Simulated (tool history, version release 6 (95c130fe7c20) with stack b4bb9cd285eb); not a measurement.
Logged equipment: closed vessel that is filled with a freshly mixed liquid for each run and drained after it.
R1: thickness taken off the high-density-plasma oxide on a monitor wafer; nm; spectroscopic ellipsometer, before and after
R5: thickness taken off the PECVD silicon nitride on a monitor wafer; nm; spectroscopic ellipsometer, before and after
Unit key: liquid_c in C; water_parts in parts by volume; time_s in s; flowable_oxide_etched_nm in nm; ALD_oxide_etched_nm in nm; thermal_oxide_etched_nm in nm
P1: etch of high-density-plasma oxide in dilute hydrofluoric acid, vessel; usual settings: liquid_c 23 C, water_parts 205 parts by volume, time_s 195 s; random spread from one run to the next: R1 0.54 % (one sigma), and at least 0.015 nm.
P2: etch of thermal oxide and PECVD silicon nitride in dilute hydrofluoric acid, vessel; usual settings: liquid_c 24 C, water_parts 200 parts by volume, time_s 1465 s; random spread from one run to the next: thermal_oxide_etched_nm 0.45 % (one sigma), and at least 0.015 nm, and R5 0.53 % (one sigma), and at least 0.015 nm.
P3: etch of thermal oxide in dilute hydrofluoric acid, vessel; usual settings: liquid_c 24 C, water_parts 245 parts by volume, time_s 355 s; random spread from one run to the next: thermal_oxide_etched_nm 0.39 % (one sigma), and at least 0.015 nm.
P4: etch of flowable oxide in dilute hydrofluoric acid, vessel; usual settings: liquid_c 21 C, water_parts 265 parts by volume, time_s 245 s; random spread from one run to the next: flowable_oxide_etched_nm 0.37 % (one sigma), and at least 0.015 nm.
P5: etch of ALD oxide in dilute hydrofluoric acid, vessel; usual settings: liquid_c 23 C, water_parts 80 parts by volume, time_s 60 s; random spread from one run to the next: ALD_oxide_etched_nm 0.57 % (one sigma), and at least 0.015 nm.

Run 1, hour 4.1: process P1, liquid_c 23 C, water_parts 205 parts by volume, time_s 195 s. Result: R1 8.9068 nm.
Run 2, hour 7.8: process P1, liquid_c 23 C, water_parts 205 parts by volume, time_s 50 s. Result: R1 2.2855 nm.
Run 3, hour 12.2: process P4, liquid_c 21 C, water_parts 265 parts by volume, time_s 245 s. Result: flowable_oxide_etched_nm 24.934 nm.
Run 4, hour 16.6: process P5, liquid_c 23 C, water_parts 110 parts by volume, time_s 60 s. Result: ALD_oxide_etched_nm 5.1831 nm.
Run 5, hour 20.8: process P1, liquid_c 23 C, water_parts 205 parts by volume, time_s 195 s. Result: R1 8.8219 nm.
Run 6, hour 24.8: process P5, liquid_c 17 C, water_parts 80 parts by volume, time_s 60 s. Result: ALD_oxide_etched_nm 5.7429 nm.
Run 7, hour 30.5: process P4, liquid_c 21 C, water_parts 265 parts by volume, time_s 245 s. Result: flowable_oxide_etched_nm 24.88 nm.
Run 8, hour 37.8: process P1, liquid_c 23 C, water_parts 105 parts by volume, time_s 300 s. Result: R1 29.965 nm.
Run 9, hour 43.1: process P1, liquid_c 18.5 C, water_parts 205 parts by volume, time_s 30 s. Result: R1 1.1446 nm.
Run 10, hour 47.8: process P2, liquid_c 24 C, water_parts 200 parts by volume, time_s 1465 s. Result: thermal_oxide_etched_nm 31.095 nm, R5 41.02 nm.
Run 11, hour 52: process P1, liquid_c 23 C, water_parts 350 parts by volume, time_s 195 s. Result: R1 4.5287 nm.
Run 12, hour 57.7: process P1, liquid_c 23 C, water_parts 205 parts by volume, time_s 195 s. Result: R1 8.9019 nm.
Run 13, hour 62.2: process P2, liquid_c 24 C, water_parts 200 parts by volume, time_s 85 s. Result: thermal_oxide_etched_nm 1.8175 nm, R5 2.4058 nm.
Run 14, hour 66.7: process P1, liquid_c 23 C, water_parts 60 parts by volume, time_s 195 s. Result: R1 35.558 nm.
Run 15, hour 71.7: process P1, liquid_c 23 C, water_parts 205 parts by volume, time_s 195 s. Result: R1 8.8874 nm.
Run 16, hour 77.3: process P1, liquid_c 18 C, water_parts 205 parts by volume, time_s 195 s. Result: R1 7.3471 nm.
Run 17, hour 81.7: process P3, liquid_c 30.5 C, water_parts 245 parts by volume, time_s 355 s. Result: thermal_oxide_etched_nm 6.9692 nm.
Run 18, hour 89.3: process P1, liquid_c 28.5 C, water_parts 205 parts by volume, time_s 195 s. Result: R1 10.853 nm.
Run 19, hour 94.1: process P4, liquid_c 17 C, water_parts 265 parts by volume, time_s 245 s. Result: flowable_oxide_etched_nm 21.552 nm.
Run 20, hour 101.1: process P1, liquid_c 27.5 C, water_parts 205 parts by volume, time_s 30 s. Result: R1 1.6235 nm.
Run 21, hour 105.8: process P5, liquid_c 23 C, water_parts 80 parts by volume, time_s 95 s. Result: ALD_oxide_etched_nm 11.507 nm.
Run 22, hour 112.2: process P3, liquid_c 24 C, water_parts 245 parts by volume, time_s 355 s. Result: thermal_oxide_etched_nm 5.5663 nm.
At hour 112.3: hydrofluoric acid flow meter replaced.
Run 23, hour 115.6: process P4, liquid_c 21 C, water_parts 265 parts by volume, time_s 455 s. Result: flowable_oxide_etched_nm 46.653 nm.
Run 24, hour 123.1: process P3, liquid_c 24 C, water_parts 245 parts by volume, time_s 140 s. Result: thermal_oxide_etched_nm 2.1728 nm.
Run 25, hour 128.6: process P1, liquid_c 23 C, water_parts 205 parts by volume, time_s 195 s. Result: R1 8.8888 nm.
Run 26, hour 132.2: process P2, liquid_c 30.5 C, water_parts 200 parts by volume, time_s 1465 s. Result: thermal_oxide_etched_nm 39.154 nm, R5 62.003 nm.
Run 27, hour 137.5: process P2, liquid_c 24 C, water_parts 80 parts by volume, time_s 1465 s. Result: thermal_oxide_etched_nm 89.351 nm, R5 101.89 nm.
Run 28, hour 144: process P4, liquid_c 21 C, water_parts 400 parts by volume, time_s 245 s. Result: flowable_oxide_etched_nm 14.605 nm.
Run 29, hour 149.1: process P3, liquid_c 24 C, water_parts 440 parts by volume, time_s 355 s. Result: thermal_oxide_etched_nm 2.6121 nm.
Run 30, hour 155.5: process P5, liquid_c 23 C, water_parts 80 parts by volume, time_s 60 s. Result: ALD_oxide_etched_nm 7.2516 nm.
Run 31, hour 161.3: process P1, liquid_c 23 C, water_parts 205 parts by volume, time_s 325 s. Result: R1 14.867 nm.
Run 32, hour 167.5: process P1, liquid_c 23 C, water_parts 205 parts by volume, time_s 195 s. Result: R1 8.8864 nm.
Run 33, hour 174.8: process P1, liquid_c 23 C, water_parts 205 parts by volume, time_s 195 s. Result: R1 9.1432 nm.
Run 34, hour 182: process P1, liquid_c 23 C, water_parts 205 parts by volume, time_s 195 s. Result: R1 9.3705 nm.
Run 35, hour 186: process P1, liquid_c 23 C, water_parts 205 parts by volume, time_s 195 s. Result: R1 9.2458 nm.
Run 36, hour 190.9: process P1, liquid_c 23 C, water_parts 205 parts by volume, time_s 195 s. Result: R1 9.3451 nm.
Run 37, hour 196.6: process P1, liquid_c 23 C, water_parts 205 parts by volume, time_s 195 s. Result: R1 9.421 nm.
Run 38, hour 201.8: process P1, liquid_c 23 C, water_parts 205 parts by volume, time_s 195 s. Result: R1 9.3612 nm.
Run 39, hour 205.3: process P1, liquid_c 23 C, water_parts 205 parts by volume, time_s 195 s. Result: R1 9.4809 nm.
Run 40, hour 208.9: process P1, liquid_c 23 C, water_parts 205 parts by volume, time_s 195 s. Result: R1 9.4546 nm.
Run 41, hour 215.4: process P1, liquid_c 23 C, water_parts 205 parts by volume, time_s 195 s. Result: R1 9.4677 nm.
Run 42, hour 219.3: process P1, liquid_c 23 C, water_parts 205 parts by volume, time_s 195 s. Result: R1 9.4516 nm.

What P1 gives has crept away from where it was. These 2 causes fit the log equally well, each at the size given:
A: hydrofluoric acid flow above the setpoint (%) = 4.71
B: liquid hotter than its thermometer reads (K) = 1.51
Onset of the creep was near hour 167.5.

Consider the 4 single-wafer check runs listed below, results given as question marks: which one distinguishes between the causes by giving clearly different results for each?
Run check 1, hour 223.2: process P5, liquid_c 23 C, water_parts 80 parts by volume, time_s 60 s. Result: ALD_oxide_etched_nm ?.
Run check 2, hour 223.2: process P3, liquid_c 24 C, water_parts 245 parts by volume, time_s 355 s. Result: thermal_oxide_etched_nm ?.
Run check 3, hour 223.2: process P2, liquid_c 24 C, water_parts 200 parts by volume, time_s 1465 s. Result: thermal_oxide_etched_nm ?, R5 ?.
Run check 4, hour 223.2: process P4, liquid_c 21 C, water_parts 265 parts by volume, time_s 245 s. Result: flowable_oxide_etched_nm ?.

If the cause were each of the candidates in turn, the checks would give the following:
  check                    result    if A    if B
check 1       ALD_oxide_etched_nm  7.7206  7.8008
check 2   thermal_oxide_etched_nm  5.9197  5.8982
check 3   thermal_oxide_etched_nm  33.004   32.99
check 3                        R5  43.231  45.414
check 4  flowable_oxide_etched_nm  26.511  26.451
Per-check spread between the two closest causes, in the result where they differ most: check 1 1.03 %; check 2 0.36 %; check 3 4.92 %; check 4 0.23 %
Only in check 3 would the causes give clearly different results; in the remaining checks their results would be nearly the same.

Here is what check 3 returned: thermal_oxide_etched_nm 32.838 nm; R5 44.817 nm. Which cause is it?

It was cause B: liquid hotter than its thermometer reads (K).
